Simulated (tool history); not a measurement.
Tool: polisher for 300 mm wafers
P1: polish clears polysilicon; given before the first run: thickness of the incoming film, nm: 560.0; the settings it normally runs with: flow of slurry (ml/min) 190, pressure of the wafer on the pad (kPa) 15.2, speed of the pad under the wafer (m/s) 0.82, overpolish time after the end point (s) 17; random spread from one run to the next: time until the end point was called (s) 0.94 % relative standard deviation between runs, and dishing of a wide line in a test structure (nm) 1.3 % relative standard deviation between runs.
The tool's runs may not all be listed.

run,hour,flow of slurry (ml/min),pressure of the wafer on the pad (kPa),speed of the pad under the wafer (m/s),overpolish time after the end point (s),time until the end point was called (s),dishing of a wide line in a test structure (nm)
1,13.3,190,15.2,0.82,17,56.072,43.769
2,27.5,190,15.2,0.38,17,122.58,36.816
3,38.8,190,8.3,0.82,17,103.78,39.428
4,47.3,190,22.8,0.82,17,38.039,44.518
5,62.7,190,15.2,0.82,17,57.201,44.505
6,75.9,190,15.2,0.82,28,56.47,44.277
# hour 79.6: head pressure recalibrated
7,89.4,280,15.2,0.82,17,53.869,44.154
8,103.8,240,15.2,0.82,31,54.791,44.924
9,115.7,190,15.2,1.28,17,36.157,45.813
10,131.4,190,15.2,0.82,5,56.095,29.13
11,145.1,115,15.2,0.82,17,62.974,43.514
12,162,190,15.2,0.82,17,56.584,44.84
13,172.3,190,15.2,0.82,17,56.831,44.765
14,190.6,190,15.2,0.82,17,57.191,43.975
15,208.8,190,15.2,0.82,17,56.112,44.331
16,226.9,190,15.2,0.82,17,59.177,44.179
# hour 243.7: head pressure recalibrated
17,244.4,190,15.2,0.82,17,59.419,44.536
18,257.9,190,15.2,0.82,17,60.444,43.701
19,267.6,190,15.2,0.82,17,60.824,44.268
20,282.5,190,15.2,0.82,17,60.125,43.595
21,291.9,190,15.2,0.82,17,59.735,42.967

The output of P1 has drifted from where it used to be. Each of the 2 causes below, taken at the size shown beside it, accounts for the log equally well:
A: slurry flow missing at the pad, % = 33
B: removal rate lost through wear of the pad, % = 6.5
The gradual shift began around hour 208.8.
Excluded causes, each with its reason:
head's pressure below its setpoint, %: work on it at hour 243.7, done after the drift set in, did not restore what the process gave before

Which of the check runs below tells the causes apart, meaning the causes would give it clearly different results? Each run uses 5 wafers whose results are averaged, and each result is shown as a question mark.
check 1,301.3,190,15.2,1.26,28,?,?
check 2,301.3,120,15.2,0.82,17,?,?
check 3,301.3,190,22.1,1.1,17,?,?
check 4,301.3,190,15.2,0.82,5,?,?

What each check would give under each cause:
check,result,if A,if B
check 1,time until the end point was called (s),39.486,39.491
check 1,dishing of a wide line in a test structure (nm),45.508,45.508
check 2,time until the end point was called (s),67.977,65.684
check 2,dishing of a wide line in a test structure (nm),43.109,43.344
check 3,time until the end point was called (s),31.095,31.099
check 3,dishing of a wide line in a test structure (nm),45.445,45.445
check 4,time until the end point was called (s),60.674,60.682
check 4,dishing of a wide line in a test structure (nm),28.236,28.233
Gap, in per cent, between the two causes that each check separates least, read from the result that separates them most: check 1 0.01 %; check 2 3.43 %; check 3 0.01 %; check 4 0.01 %
Only check 2 tells the causes apart: in the others they would give nearly the same result.

Running check 2 produced the following: time until the end point was called (s) 67.981; dishing of a wide line in a test structure (nm) 43.208. Which one of the listed causes fits?

The cause is A: slurry flow missing at the pad, %.
